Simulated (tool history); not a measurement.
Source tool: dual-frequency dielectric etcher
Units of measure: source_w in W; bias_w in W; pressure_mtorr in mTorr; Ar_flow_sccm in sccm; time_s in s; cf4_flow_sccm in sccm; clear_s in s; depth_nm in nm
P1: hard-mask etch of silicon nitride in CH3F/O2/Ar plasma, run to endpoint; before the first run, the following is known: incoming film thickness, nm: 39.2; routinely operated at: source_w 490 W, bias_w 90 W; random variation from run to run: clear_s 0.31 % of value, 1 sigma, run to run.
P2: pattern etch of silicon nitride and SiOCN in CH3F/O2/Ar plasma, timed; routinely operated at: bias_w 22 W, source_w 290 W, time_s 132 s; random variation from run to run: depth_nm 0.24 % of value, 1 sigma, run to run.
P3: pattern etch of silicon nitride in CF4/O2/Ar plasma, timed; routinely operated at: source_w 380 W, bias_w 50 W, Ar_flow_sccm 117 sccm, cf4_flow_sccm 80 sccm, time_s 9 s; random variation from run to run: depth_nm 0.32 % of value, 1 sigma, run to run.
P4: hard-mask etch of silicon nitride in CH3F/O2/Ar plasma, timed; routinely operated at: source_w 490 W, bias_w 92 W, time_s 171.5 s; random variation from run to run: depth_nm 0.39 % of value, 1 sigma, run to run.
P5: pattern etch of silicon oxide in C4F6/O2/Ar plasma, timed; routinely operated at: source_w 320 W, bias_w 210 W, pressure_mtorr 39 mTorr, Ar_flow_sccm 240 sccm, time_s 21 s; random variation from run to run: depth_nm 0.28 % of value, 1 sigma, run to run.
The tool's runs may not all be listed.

run   hour  process  source_w  bias_w  pressure_mtorr  Ar_flow_sccm  time_s  cf4_flow_sccm  hours since the last wet clean  hours since the last source power generator calibration  hours since the last bias power generator calibration  clear_s  depth_nm
  1     10       P1       490      90                                                                                281.9                                                   1381.6                                                   1855   47.049
  2   16.4       P5       320     210              39           240      21                                          288.3                                                     1388                                                 1861.4             64.725
  3   26.1       P1       310     121                                                                                  298                                                   1397.7                                                 1871.1   50.107
  4     35       P2       290      22                                   181                                          306.9                                                   1406.6                                                   1880             22.474
  5     44       P5       320     210              26           240      21                                          315.9                                                   1415.6                                                   1889             67.714
  6   50.9       P3       260      50                           117       9             80                           322.8                                                   1422.5                                                 1895.9             9.3501
  7   57.3       P4       490      92                                 171.5                                          329.2                                                   1428.9                                                 1902.3             137.94
  8   65.2       P2       200      22                                   132                                          337.1                                                   1436.8                                                 1910.2             14.393
  9   74.7       P1       490      90                                                                                346.6                                                   1446.3                                                 1919.7   47.173
 10   84.4       P2       290      22                                   132                                          356.3                                                     1456                                                 1929.4             16.256
 11   92.1       P3       380      50                           117       9            106                             364                                                   1463.7                                                 1937.1             13.386
 12   97.7       P3       380      32                           117       9             80                           369.6                                                   1469.3                                                 1942.7             10.975
 13  106.5       P1       490     106                                                                                378.4                                                   1478.1                                                 1951.5   44.476
 14  115.8       P4       670      92                                 171.5                                          387.7                                                   1487.4                                                 1960.8             156.16
 15  122.8       P4       490      92                                   131                                          394.7                                                   1494.4                                                 1967.8             105.12
 16  132.1       P5       320     210              39           240      21                                            404                                                   1503.7                                                 1977.1              64.51
 17  137.6       P1       490      90                                                                                409.5                                                   1509.2                                                 1982.6   47.504
 18    144       P4       490      92                                 171.5                                          415.9                                                   1515.6                                                   1989             137.96
 19  152.8       P5       320     210              39           240    28.5                                          424.7                                                   1524.4                                                 1997.8             87.797
 20  162.9       P4       490      65                                 171.5                                          434.8                                                   1534.5                                                 2007.9             121.73
 21  174.1       P1       310      90                                                                                  446                                                   1545.7                                                 2019.1   56.309
 22  184.9       P1       600      90                                                                                456.8                                                   1556.5                                                 2029.9   44.003
 23  193.8       P1       490      90                                                                                465.7                                                   1565.4                                                 2038.8   47.051
 24  203.1       P5       320     130              39           240      21                                            475                                                   1574.7                                                 2048.1             55.557
 25  212.4       P2       290      12                                   132                                          484.3                                                     1584                                                 2057.4             12.609
 26  222.7       P3       380      50                           117       9             80                           494.6                                                   1594.3                                                 2067.7             12.906
 27  229.1       P3       380      50                           163       9             80                             501                                                   1600.7                                                 2074.1              12.42
     229.8  -- source power generator calibrated
 28  240.2       P1       490      90                                                                                512.1                                                     10.5                                                 2085.2   47.368
 29  248.7       P1       490      58                                                                                520.6                                                       19                                                 2093.7    54.54
 30  255.2       P3       380      50                           117      12             80                           527.1                                                     25.5                                                 2100.2             17.228
 31  265.1       P5       380     210              39           240      21                                            537                                                     35.4                                                 2110.1              69.16
 32  273.8       P3       380      50                           117       9             80                           545.7                                                     44.1                                                 2118.8              12.92
 33  281.8       P5       320     210              39           181      21                                          553.7                                                     52.1                                                 2126.8             66.682
 34  288.7       P1       490      90                                                                                560.6                                                       59                                                 2133.7   47.066
 35  298.2       P1       490      90                                                                                570.1                                                     68.5                                                 2143.2   46.813
 36  304.1       P1       490      90                                                                                  576                                                     74.4                                                 2149.1   46.337
 37  312.9       P1       490      90                                                                                584.8                                                     83.2                                                 2157.9   46.665
 38  320.6       P1       490      90                                                                                592.5                                                     90.9                                                 2165.6   46.579
 39  328.9       P1       490      90                                                                                600.8                                                     99.2                                                 2173.9   46.426
     331.3  -- wet clean of the chamber
 40    336       P1       490      90                                                                                  4.8                                                    106.3                                                   2181   46.209
 41  345.8       P1       490      90                                                                                 14.6                                                    116.1                                                 2190.8   46.353
 42  351.2       P1       490      90                                                                                   20                                                    121.5                                                 2196.2   46.631

What P1 gives has crept away from where it was. These 2 causes fit the log equally well, each at the size given:
A: source power that arrives over what is set, % = 4.55
B: bias power that arrives over what is set, % = 4.81
Creep in the process output first set in at about hour 288.7.
Other possible causes, and why each is ruled out:
chamber walls in a state that raises the etch rate, %: maintenance at hour 331.3, after the shift began, did not return the process to its former output

Below are 4 check runs, each averaged over 2 wafers, with their results shown as question marks. Which of them would give clearly different results depending on which cause is behind the drift?
check 1  356.6       P3       380      33                           151       9             80                                                                                                                                                                  ?
check 2  356.6       P4       620      79                                 171.5                                                                                                                                                                                 ?
check 3  356.6       P5       320     136              39           240      21                                                                                                                                                                                 ?
check 4  356.6       P2       290      14                                   132                                                                                                                                                                                 ?

What each check would give under each cause:
  check    result    if A    if B
check 1  depth_nm  11.021  10.798
check 2  depth_nm  145.26  145.12
check 3  depth_nm  57.327  57.138
check 4  depth_nm  13.657  13.704
Separation of the two closest causes in each check, using whichever result separates them best: check 1 2.05 %; check 2 0.1 %; check 3 0.33 %; check 4 0.34 %
Only check 1 tells the causes apart: in the others they would give nearly the same result.

Check 1 was then run and gave: depth_nm 10.834 nm. Which cause is it?

The correct cause is B, namely: bias power that arrives over what is set, %.

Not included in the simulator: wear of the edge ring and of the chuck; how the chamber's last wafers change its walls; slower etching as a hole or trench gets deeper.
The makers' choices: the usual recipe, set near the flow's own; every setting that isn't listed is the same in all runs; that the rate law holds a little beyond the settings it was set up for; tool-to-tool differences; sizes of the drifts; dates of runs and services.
